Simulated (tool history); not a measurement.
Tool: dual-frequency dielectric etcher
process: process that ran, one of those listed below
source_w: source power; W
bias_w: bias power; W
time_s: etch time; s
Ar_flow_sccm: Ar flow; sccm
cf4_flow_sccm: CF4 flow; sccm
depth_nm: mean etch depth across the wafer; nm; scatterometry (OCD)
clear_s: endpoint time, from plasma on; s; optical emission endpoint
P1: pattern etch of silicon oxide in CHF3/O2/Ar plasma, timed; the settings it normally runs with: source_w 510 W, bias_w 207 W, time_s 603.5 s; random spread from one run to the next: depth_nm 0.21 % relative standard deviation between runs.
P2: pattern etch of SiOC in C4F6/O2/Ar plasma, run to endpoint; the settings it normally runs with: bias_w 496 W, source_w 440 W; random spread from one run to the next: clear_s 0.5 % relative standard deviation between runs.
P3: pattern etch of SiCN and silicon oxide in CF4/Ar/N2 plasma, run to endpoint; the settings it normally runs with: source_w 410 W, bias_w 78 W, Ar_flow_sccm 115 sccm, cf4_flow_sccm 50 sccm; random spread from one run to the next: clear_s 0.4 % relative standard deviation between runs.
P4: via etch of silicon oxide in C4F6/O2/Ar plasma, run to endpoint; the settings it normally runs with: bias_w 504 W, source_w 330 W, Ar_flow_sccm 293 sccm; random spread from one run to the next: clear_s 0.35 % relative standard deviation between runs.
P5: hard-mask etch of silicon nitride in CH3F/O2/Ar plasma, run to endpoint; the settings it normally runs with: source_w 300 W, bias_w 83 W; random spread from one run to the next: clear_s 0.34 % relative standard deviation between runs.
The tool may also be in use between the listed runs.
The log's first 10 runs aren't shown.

run  hour  process  source_w  bias_w  time_s  Ar_flow_sccm  cf4_flow_sccm  depth_nm  clear_s
 11  41.0       P3       310      78                   115             50             20.857
 12  43.9       P1       510     207   603.5                                1185.40
 13  48.1       P5       300      58                                                  61.158
 14  52.5       P1       510     207   603.5                                1189.20
 15  55.8       P5       400      83                                                  48.560
 16  59.4       P4       330     504                   293                            39.460
 17  63.9       P3       410      78                   161             50             17.409
     65.3  -- source power generator calibrated
 18  67.9       P2       310     496                                                  13.922
 19  72.1       P1       510     207   767.5                                1504.40
 20  74.4       P3       410      78                   115             68             15.680

What does the tool deliver on the next run?
 21  76.8       P2       440     403                                                       ?

Run 21 yielded clear_s 13.263 s.
